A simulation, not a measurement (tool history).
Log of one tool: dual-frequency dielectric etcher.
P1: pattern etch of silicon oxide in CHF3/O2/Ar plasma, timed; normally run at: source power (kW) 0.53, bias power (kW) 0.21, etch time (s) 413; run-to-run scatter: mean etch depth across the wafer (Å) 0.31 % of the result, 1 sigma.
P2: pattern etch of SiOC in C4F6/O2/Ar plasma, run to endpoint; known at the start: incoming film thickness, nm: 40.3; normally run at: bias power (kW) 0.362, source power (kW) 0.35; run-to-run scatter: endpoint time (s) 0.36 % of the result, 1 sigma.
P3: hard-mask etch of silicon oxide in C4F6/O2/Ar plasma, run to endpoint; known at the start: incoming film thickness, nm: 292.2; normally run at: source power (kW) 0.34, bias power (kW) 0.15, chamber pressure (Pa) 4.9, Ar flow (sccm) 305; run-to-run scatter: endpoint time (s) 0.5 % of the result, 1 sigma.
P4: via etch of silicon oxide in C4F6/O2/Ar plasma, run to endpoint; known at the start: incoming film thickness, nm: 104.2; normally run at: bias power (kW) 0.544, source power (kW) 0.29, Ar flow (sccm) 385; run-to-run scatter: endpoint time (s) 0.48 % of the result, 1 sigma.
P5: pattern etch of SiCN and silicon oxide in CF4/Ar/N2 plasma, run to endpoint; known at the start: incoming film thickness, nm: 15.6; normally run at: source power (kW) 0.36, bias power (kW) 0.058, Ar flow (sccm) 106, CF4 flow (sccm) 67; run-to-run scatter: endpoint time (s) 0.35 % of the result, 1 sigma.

run,hour,process that ran,source power (kW),bias power (kW),etch time (s),chamber pressure (Pa),Ar flow (sccm),CF4 flow (sccm),hours since the last wet clean,hours since the last source power generator calibration,hours since the last bias power generator calibration,mean etch depth across the wafer (Å),endpoint time (s)
1,8.1,P1,0.53,0.21,413,,,,136.2,1697.4,812,7990.7,
2,21.9,P3,0.4,0.15,,4.9,305,,150,1711.2,825.8,,98.284
3,35.8,P1,0.53,0.21,413,,,,163.9,1725.1,839.7,8053.1,
4,46.3,P3,0.34,0.15,,4.9,204,,174.4,1735.6,850.2,,101.72
# hour 55.6: bias power generator calibrated
5,57.5,P5,0.36,0.058,,,106,85,185.6,1746.8,1.9,,23.773
6,68.5,P1,0.34,0.143,413,,,,196.6,1757.8,12.9,5915.3,
7,82.8,P1,0.53,0.249,413,,,,210.9,1772.1,27.2,8519.7,
8,100,P1,0.65,0.21,413,,,,228.1,1789.3,44.4,8632.5,
9,107.8,P1,0.53,0.21,413,,,,235.9,1797.1,52.2,8026.3,
10,119.4,P1,0.53,0.21,413,,,,247.5,1808.7,63.8,8033.3,
11,130.4,P5,0.36,0.035,,,106,67,258.5,1819.7,74.8,,28.691
12,147.5,P1,0.53,0.161,413,,,,275.6,1836.8,91.9,7321.2,
13,155.9,P1,0.53,0.21,413,,,,284,1845.2,100.3,8059.1,
14,166.5,P4,0.29,0.645,,,385,,294.6,1855.8,110.9,,23.324
15,179.8,P4,0.29,0.544,,,385,,307.9,1869.1,124.2,,24.978
16,190.1,P2,0.35,0.362,,,,,318.2,1879.4,134.5,,16.534
17,207.1,P5,0.24,0.058,,,106,67,335.2,1896.4,151.5,,35.277
18,214.8,P3,0.34,0.15,,4.9,305,,342.9,1904.1,159.2,,105.81
19,230.6,P1,0.32,0.21,307,,,,358.7,1919.9,175,4943.5,
20,241.4,P5,0.36,0.058,,,106,67,369.5,1930.7,185.8,,24.743
21,254.8,P3,0.34,0.15,,6.7,305,,382.9,1944.1,199.2,,108.75
22,262.7,P1,0.35,0.21,413,,,,390.8,1952,207.1,6886.8,
23,280.2,P4,0.29,0.544,,,464,,408.3,1969.5,224.6,,25.411
# hour 286.3: wet clean of the chamber
24,292.8,P2,0.27,0.362,,,,,6.5,1982.1,237.2,,18.389

Forecast run 25:
25,305,P5,0.36,0.058,,,149,67,18.7,1994.3,249.4,,?

Run 25 gave endpoint time (s) 25.874.
